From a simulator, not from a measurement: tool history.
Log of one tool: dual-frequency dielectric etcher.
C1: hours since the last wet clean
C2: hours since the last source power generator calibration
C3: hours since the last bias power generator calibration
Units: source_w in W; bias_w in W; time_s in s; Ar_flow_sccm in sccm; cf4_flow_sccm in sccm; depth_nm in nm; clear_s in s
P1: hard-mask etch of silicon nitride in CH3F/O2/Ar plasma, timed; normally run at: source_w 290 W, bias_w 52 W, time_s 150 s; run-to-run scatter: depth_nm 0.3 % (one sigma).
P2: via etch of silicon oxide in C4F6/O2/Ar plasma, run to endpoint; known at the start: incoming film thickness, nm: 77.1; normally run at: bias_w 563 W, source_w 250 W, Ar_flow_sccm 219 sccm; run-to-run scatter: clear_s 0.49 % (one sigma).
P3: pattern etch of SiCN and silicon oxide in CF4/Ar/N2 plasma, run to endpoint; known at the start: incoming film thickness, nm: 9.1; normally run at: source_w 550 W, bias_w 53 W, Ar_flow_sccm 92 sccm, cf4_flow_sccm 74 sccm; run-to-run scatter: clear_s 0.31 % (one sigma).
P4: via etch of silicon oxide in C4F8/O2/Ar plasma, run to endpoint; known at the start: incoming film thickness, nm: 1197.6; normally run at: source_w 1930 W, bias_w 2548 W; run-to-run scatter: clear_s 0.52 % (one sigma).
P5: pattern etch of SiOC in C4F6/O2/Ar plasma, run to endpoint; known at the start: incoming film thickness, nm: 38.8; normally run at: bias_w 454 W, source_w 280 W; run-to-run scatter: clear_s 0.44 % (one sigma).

run 1 day=0.55 | process=P1 source_w=290 bias_w=52 time_s=150 | C1=346.2 C2=1049.4 C3=1254.5 | depth_nm=82.375
run 2 day=1.275 | process=P4 source_w=1930 bias_w=3583 | C1=363.6 C2=1066.8 C3=1271.9 | clear_s=204.72
run 3 day=1.712 | process=P1 source_w=290 bias_w=52 time_s=194 | C1=374.1 C2=1077.3 C3=1282.4 | depth_nm=107.06
run 4 day=2.383 | process=P2 source_w=250 bias_w=563 Ar_flow_sccm=273 | C1=390.2 C2=1093.4 C3=1298.5 | clear_s=19.503
run 5 day=3.017 | process=P3 source_w=550 bias_w=73 Ar_flow_sccm=92 cf4_flow_sccm=74 | C1=405.4 C2=1108.6 C3=1313.7 | clear_s=8.6767
run 6 day=3.554 | process=P1 source_w=290 bias_w=52 time_s=110 | C1=418.3 C2=1121.5 C3=1326.6 | depth_nm=60.136
run 7 day=4.296 | process=P1 source_w=290 bias_w=52 time_s=150 | C1=436.1 C2=1139.3 C3=1344.4 | depth_nm=81.853
run 8 day=4.683 | process=P1 source_w=200 bias_w=52 time_s=150 | C1=445.4 C2=1148.6 C3=1353.7 | depth_nm=71.453
run 9 day=5.079 | process=P1 source_w=290 bias_w=70 time_s=184.5 | C1=454.9 C2=1158.1 C3=1363.2 | depth_nm=112
run 10 day=5.742 | process=P1 source_w=350 bias_w=52 time_s=150 | C1=470.8 C2=1174 C3=1379.1 | depth_nm=88.48
run 11 day=6.204 | process=P2 source_w=250 bias_w=563 Ar_flow_sccm=219 | C1=481.9 C2=1185.1 C3=1390.2 | clear_s=18.888
run 12 day=6.712 | process=P1 source_w=290 bias_w=52 time_s=150 | C1=494.1 C2=1197.3 C3=1402.4 | depth_nm=82.574
run 13 day=7.304 | process=P1 source_w=360 bias_w=52 time_s=185 | C1=508.3 C2=1211.5 C3=1416.6 | depth_nm=110.55
run 14 day=8.046 | process=P5 source_w=280 bias_w=272 | C1=526.1 C2=1229.3 C3=1434.4 | clear_s=18.45
run 15 day=8.642 | process=P1 source_w=290 bias_w=52 time_s=150 | C1=540.4 C2=1243.6 C3=1448.7 | depth_nm=82.488
run 16 day=9.033 | process=P2 source_w=250 bias_w=332 Ar_flow_sccm=219 | C1=549.8 C2=1253 C3=1458.1 | clear_s=22.932
-- day=9.412 bias power generator calibrated
run 17 day=9.442 | process=P3 source_w=550 bias_w=53 Ar_flow_sccm=92 cf4_flow_sccm=74 | C1=559.6 C2=1262.8 C3=0.7 | clear_s=9.5839
run 18 day=10.112 | process=P3 source_w=550 bias_w=53 Ar_flow_sccm=70 cf4_flow_sccm=74 | C1=575.7 C2=1278.9 C3=16.8 | clear_s=9.2117
run 19 day=10.742 | process=P1 source_w=290 bias_w=39 time_s=150 | C1=590.8 C2=1294 C3=31.9 | depth_nm=75.418
run 20 day=11.479 | process=P5 source_w=280 bias_w=454 | C1=608.5 C2=1311.7 C3=49.6 | clear_s=15.246

Forecast run 21:
run 21 day=12 | process=P2 source_w=330 bias_w=563 Ar_flow_sccm=219 | C1=621 C2=1324.2 C3=62.1 | clear_s=?

{"run 21": {"clear_s": 17.098}}
